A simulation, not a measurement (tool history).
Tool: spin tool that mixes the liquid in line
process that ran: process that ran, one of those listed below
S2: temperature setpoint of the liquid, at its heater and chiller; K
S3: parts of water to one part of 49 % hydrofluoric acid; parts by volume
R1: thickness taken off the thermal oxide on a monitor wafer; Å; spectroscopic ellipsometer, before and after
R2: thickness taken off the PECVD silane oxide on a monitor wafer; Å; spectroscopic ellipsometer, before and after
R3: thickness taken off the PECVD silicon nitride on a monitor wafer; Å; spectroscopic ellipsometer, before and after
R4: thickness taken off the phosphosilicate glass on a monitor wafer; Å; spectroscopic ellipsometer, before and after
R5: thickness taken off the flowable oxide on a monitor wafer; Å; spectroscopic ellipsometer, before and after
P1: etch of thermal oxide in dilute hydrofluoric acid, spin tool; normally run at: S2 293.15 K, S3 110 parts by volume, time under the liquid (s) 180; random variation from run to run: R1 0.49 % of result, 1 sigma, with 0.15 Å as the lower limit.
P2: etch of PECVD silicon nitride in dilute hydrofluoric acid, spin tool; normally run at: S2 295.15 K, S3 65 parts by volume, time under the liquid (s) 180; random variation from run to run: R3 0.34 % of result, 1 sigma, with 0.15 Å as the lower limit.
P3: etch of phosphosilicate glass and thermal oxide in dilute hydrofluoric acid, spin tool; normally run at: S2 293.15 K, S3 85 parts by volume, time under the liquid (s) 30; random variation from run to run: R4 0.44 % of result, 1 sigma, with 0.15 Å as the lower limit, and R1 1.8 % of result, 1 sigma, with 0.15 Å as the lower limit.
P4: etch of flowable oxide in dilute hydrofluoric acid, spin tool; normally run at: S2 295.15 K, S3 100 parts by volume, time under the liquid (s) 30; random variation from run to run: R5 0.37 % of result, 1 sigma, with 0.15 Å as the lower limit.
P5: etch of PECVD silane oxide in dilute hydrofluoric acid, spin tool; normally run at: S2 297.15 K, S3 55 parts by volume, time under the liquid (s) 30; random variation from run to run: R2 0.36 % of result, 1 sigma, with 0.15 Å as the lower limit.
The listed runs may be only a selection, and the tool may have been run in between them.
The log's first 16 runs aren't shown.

{"run": 17, "hour": 146.7, "process that ran": "P3", "S2": 293.15, "S3": 85, "time under the liquid (s)": 30, "R1": 15.342, "R4": 369.08}
{"run": 18, "hour": 153.5, "process that ran": "P1", "S2": 293.15, "S3": 110, "time under the liquid (s)": 180, "R1": 64.123}
{"run": 19, "hour": 162.4, "process that ran": "P1", "S2": 293.15, "S3": 110, "time under the liquid (s)": 180, "R1": 64.596}
{"run": 20, "hour": 171.4, "process that ran": "P4", "S2": 295.15, "S3": 100, "time under the liquid (s)": 30, "R5": 164.42}
{"run": 21, "hour": 180.0, "process that ran": "P2", "S2": 295.15, "S3": 40, "time under the liquid (s)": 180, "R3": 104.16}
{"run": 22, "hour": 189.9, "process that ran": "P3", "S2": 300.65, "S3": 85, "time under the liquid (s)": 30, "R1": 20.082, "R4": 498.26}
{"run": 23, "hour": 202.3, "process that ran": "P5", "S2": 297.15, "S3": 95, "time under the liquid (s)": 30, "R2": 90.192}
{"run": 24, "hour": 212.4, "process that ran": "P1", "S2": 293.15, "S3": 110, "time under the liquid (s)": 20, "R1": 7.2088}
{"run": 25, "hour": 224.5, "process that ran": "P4", "S2": 295.15, "S3": 30, "time under the liquid (s)": 30, "R5": 592.18}
{"run": 26, "hour": 234.9, "process that ran": "P2", "S2": 295.15, "S3": 65, "time under the liquid (s)": 275, "R3": 98.907}
{"run": 27, "hour": 246.2, "process that ran": "P4", "S2": 290.15, "S3": 100, "time under the liquid (s)": 30, "R5": 132.19}
{"run": 28, "hour": 256.2, "process that ran": "P1", "S2": 293.15, "S3": 110, "time under the liquid (s)": 180, "R1": 64.174}
{"run": 29, "hour": 262.5, "process that ran": "P1", "S2": 293.15, "S3": 45, "time under the liquid (s)": 180, "R1": 169.15}

Estimate the outcome of run 30 from the log above:
{"run": 30, "hour": 272.6, "process that ran": "P1", "S2": 293.15, "S3": 110, "time under the liquid (s)": 180, "R1": "?"}

Logged for run 30: R1 63.8430 Å.

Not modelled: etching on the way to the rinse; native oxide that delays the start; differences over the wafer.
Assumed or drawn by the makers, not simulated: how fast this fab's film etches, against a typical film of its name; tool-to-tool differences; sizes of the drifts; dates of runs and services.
